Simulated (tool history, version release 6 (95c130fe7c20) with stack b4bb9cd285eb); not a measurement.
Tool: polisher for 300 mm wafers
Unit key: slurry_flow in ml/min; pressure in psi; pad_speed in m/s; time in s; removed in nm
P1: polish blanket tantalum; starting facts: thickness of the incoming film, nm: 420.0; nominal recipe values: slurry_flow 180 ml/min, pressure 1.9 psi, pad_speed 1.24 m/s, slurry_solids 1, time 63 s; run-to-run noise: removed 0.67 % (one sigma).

run	hour	slurry_flow	pressure	pad_speed	slurry_solids	time	wafers polished on this pad	hours since the slurry nozzle was cleaned	hours since the head pressure was calibrated	hours since the slurry blender was calibrated	removed
1	5.9	180	1.9	1.24	1	63	612	260.1	686.4	83.1	118.74
2	14.2	125	1.9	1.24	1	63	722	268.4	694.7	91.4	112.22
# hour 17.6: head pressure recalibrated
3	22.5	180	1.9	1.24	0.55	63	832	276.7	4.9	99.7	96.093
4	28.9	180	1.9	1.66	1	63	917	283.1	11.3	106.1	159.43
5	33.7	180	1.9	1.24	1.35	63	981	287.9	16.1	110.9	129.48
6	42.5	250	1.9	1.54	1	63	1098	296.7	24.9	119.7	152.86
7	50.3	225	1.9	1.24	1	63	1202	304.5	32.7	127.5	120.81
8	55	180	1.9	1.24	1	63	1264	309.2	37.4	132.2	118
9	64.1	245	1.9	1.24	0.7	63	1385	318.3	46.5	141.3	110.97
# hour 70.9: slurry nozzle cleaned
10	71.2	180	3.1	1.24	1	63	1479	0.3	53.6	148.4	192.55
11	77.3	180	1.9	1.24	1	63	1560	6.4	59.7	154.5	119.4
12	82	180	1.9	0.56	1	63	1622	11.1	64.4	159.2	54.424
13	91.3	180	1.9	1.24	1	63	1746	20.4	73.7	168.5	119.29
14	96.3	180	1.1	1.24	1	63	1812	25.4	78.7	173.5	68.873
15	101.1	180	1.9	1.24	1	94	1876	30.2	83.5	178.3	177.41
16	109.2	180	1.9	1.24	1	38	1984	38.3	91.6	186.4	71.35
17	115.9	180	1.9	1.24	1	63	2072	45	98.3	193.1	120.2
18	121.8	180	1.9	1.24	1	63	2151	50.9	104.2	199	115.8
19	130.4	180	1.9	1.24	1	63	2265	59.5	112.8	207.6	112.9
20	136.8	180	1.9	1.24	1	63	2350	65.9	119.2	214	112.86
# hour 142.6: slurry blender recalibrated
21	143.3	180	1.9	1.24	1	63	2436	72.4	125.7	0.8	110.5
22	150.3	180	1.9	1.24	1	63	2529	79.4	132.7	7.8	109.74
23	155.9	180	1.9	1.24	1	63	2604	85	138.3	13.4	111.02
# hour 159.7: worn pad replaced by a new one
24	164.7	180	1.9	1.24	1	63	67	93.8	147.1	22.2	109.11

Run 25 has not been measured yet. What should we expect?
25	171.4	180	1.9	1.24	1	63	156	100.5	153.8	28.9	?

Run 25 came out at removed 108.53 nm.
